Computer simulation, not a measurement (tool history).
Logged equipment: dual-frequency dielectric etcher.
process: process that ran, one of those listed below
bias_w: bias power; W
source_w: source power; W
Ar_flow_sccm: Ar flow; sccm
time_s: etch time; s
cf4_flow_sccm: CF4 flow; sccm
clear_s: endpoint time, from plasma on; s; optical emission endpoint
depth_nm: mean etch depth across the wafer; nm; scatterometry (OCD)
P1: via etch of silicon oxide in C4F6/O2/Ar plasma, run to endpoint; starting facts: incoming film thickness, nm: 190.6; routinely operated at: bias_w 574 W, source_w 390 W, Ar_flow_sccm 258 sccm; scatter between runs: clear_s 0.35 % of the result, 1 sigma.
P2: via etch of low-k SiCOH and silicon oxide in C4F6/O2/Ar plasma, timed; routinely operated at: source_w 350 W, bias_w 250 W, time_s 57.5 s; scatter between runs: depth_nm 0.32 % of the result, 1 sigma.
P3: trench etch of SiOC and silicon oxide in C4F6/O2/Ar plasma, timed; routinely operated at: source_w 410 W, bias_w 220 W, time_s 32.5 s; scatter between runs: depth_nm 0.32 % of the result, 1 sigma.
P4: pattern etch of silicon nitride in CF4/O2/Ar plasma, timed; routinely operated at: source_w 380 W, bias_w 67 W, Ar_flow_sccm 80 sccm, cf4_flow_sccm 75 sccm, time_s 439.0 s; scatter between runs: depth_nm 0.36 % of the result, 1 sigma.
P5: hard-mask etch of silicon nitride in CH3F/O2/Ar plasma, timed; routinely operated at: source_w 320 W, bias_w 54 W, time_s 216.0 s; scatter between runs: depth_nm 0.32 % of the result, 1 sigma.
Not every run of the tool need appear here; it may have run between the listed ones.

run,day,process,bias_w,source_w,Ar_flow_sccm,time_s,cf4_flow_sccm,hours since the last wet clean,hours since the last bias power generator calibration,hours since the last source power generator calibration,hours since the last Ar flow controller change,clear_s,depth_nm
1,0.554,P1,574,390,258,,,372.0,1228.4,2467.0,1926.9,40.779,
2,1.138,P2,250,280,,57.5,,386.0,1242.4,2481.0,1940.9,,151.570
3,1.458,P1,574,280,258,,,393.7,1250.1,2488.7,1948.6,45.852,
4,1.933,P3,220,410,,32.5,,405.1,1261.5,2500.1,1960.0,,71.168
5,2.238,P3,220,410,,32.5,,412.4,1268.8,2507.4,1967.3,,71.039
6,2.750,P1,574,540,352,,,424.7,1281.1,2519.7,1979.6,37.421,
7,3.375,P2,250,350,,57.5,,439.7,1296.1,2534.7,1994.6,,165.310
8,3.825,P5,54,320,,122.5,,450.5,1306.9,2545.5,2005.4,,70.754
9,4.438,P4,67,380,80,439.0,75,465.2,1321.6,2560.2,2020.1,,737.820
10,4.858,P5,34,320,,216.0,,475.3,1331.7,2570.3,2030.2,,108.420
11,5.188,P4,67,380,65,439.0,75,483.2,1339.6,2578.2,2038.1,,756.580
12,5.654,P5,54,320,,216.0,,494.4,1350.8,2589.4,2049.3,,124.690
13,6.221,P2,250,350,,86.0,,508.0,1364.4,2603.0,2062.9,,246.720
# day 6.471: Ar flow controller replaced
14,6.529,P1,574,480,258,,,515.4,1371.8,2610.4,1.5,37.677,
15,6.900,P1,574,390,258,,,524.3,1380.7,2619.3,10.4,40.902,
16,7.196,P4,67,380,80,439.0,75,531.4,1387.8,2626.4,17.5,,734.570
17,7.692,P4,67,380,80,635.5,75,543.3,1399.7,2638.3,29.4,,1074.800
18,8.329,P1,574,390,258,,,558.6,1415.0,2653.6,44.7,40.651,
19,8.642,P1,574,390,315,,,566.1,1422.5,2661.1,52.2,41.669,
20,9.188,P1,574,390,258,,,579.2,1435.6,2674.2,65.3,40.960,
21,9.512,P5,54,210,,216.0,,587.0,1443.4,2682.0,73.1,,105.750
22,9.842,P4,41,380,80,439.0,75,594.9,1451.3,2689.9,81.0,,609.880
23,10.471,P1,734,390,180,,,610.0,1466.4,2705.0,96.1,35.578,
24,11.062,P5,54,320,,216.0,,624.2,1480.6,2719.2,110.3,,125.070
25,11.404,P1,574,390,180,,,632.4,1488.8,2727.4,118.5,39.382,
26,11.846,P4,67,380,80,439.0,103,643.0,1499.4,2738.0,129.1,,764.760
27,12.221,P3,147,410,,32.5,,652.0,1508.4,2747.0,138.1,,62.365
28,12.554,P2,188,350,,57.5,,660.0,1516.4,2755.0,146.1,,149.710
29,12.925,P1,574,390,258,,,668.9,1525.3,2763.9,155.0,40.653,
30,13.579,P2,250,350,,57.5,,684.6,1541.0,2779.6,170.7,,164.280
31,14.004,P1,332,390,258,,,694.8,1551.2,2789.8,180.9,49.841,
32,14.421,P1,812,390,258,,,704.8,1561.2,2799.8,190.9,35.479,
33,14.954,P1,574,390,258,,,717.6,1574.0,2812.6,203.7,40.678,
34,15.621,P3,220,530,,32.5,,733.6,1590.0,2828.6,219.7,,78.398
35,16.079,P3,220,410,,48.5,,744.6,1601.0,2839.6,230.7,,106.130
36,16.612,P4,67,530,80,439.0,75,757.4,1613.8,2852.4,243.5,,985.850
37,17.142,P1,574,390,258,,,770.1,1626.5,2865.1,256.2,40.567,
38,17.583,P1,574,390,258,,,780.7,1637.1,2875.7,266.8,40.668,
39,17.958,P1,574,390,258,,,789.7,1646.1,2884.7,275.8,40.631,
40,18.600,P1,574,390,258,,,805.1,1661.5,2900.1,291.2,40.430,
41,19.254,P1,574,390,258,,,820.8,1677.2,2915.8,306.9,39.895,
# day 19.679: wet clean of the chamber
# day 19.779: Ar flow controller replaced
42,19.842,P1,574,390,258,,,3.9,1691.3,2929.9,1.5,40.033,
43,20.292,P1,574,390,258,,,14.7,1702.1,2940.7,12.3,40.275,
44,20.783,P1,574,390,258,,,26.5,1713.9,2952.5,24.1,40.060,

P1 has crept away from where it was. The log is fitted equally well by each of these 2 causes, at the sizes shown:
A: source power that arrives over what is set, % = 4.84
B: bias power that arrives over what is set, % = 4.63
The process output started creeping at around day 17.583.
Every other cause this tool's parts could produce, and why it does not fit the log:
chamber walls in a state that raises the etch rate, %: serviced at day 19.679, after the drift had started, without restoring the earlier output
Ar flow that arrives under what is set, %: serviced at day 19.779, after the drift had started, without restoring the earlier output

The list below offers 4 check runs, each averaging the results of 2 wafers, and shows each result as a question mark. For which of them would the listed causes give clearly different results?
check 1,21.275,P5,54,260,,216.0,,,,,,,?
check 2,21.275,P3,159,410,,46.5,,,,,,,?
check 3,21.275,P2,250,280,,57.5,,,,,,,?
check 4,21.275,P4,67,380,80,566.0,75,,,,,,?

What each check would give under each cause:
check,result,if A,if B
check 1,depth_nm,117.570,117.220
check 2,depth_nm,93.264,92.838
check 3,depth_nm,154.010,153.670
check 4,depth_nm,991.570,969.600
Per check, the gap between the least separated pair of causes, taken in the result that splits them most: check 1 0.3 %; check 2 0.46 %; check 3 0.23 %; check 4 2.24 %
Of the check runs offered, only check 4 discriminates between the causes; the rest would read about the same regardless of which cause applies.

Then check 4 was run and gave: depth_nm 969.440 nm. Which cause is it?

Of the candidate causes, it is B: bias power that arrives over what is set, %.
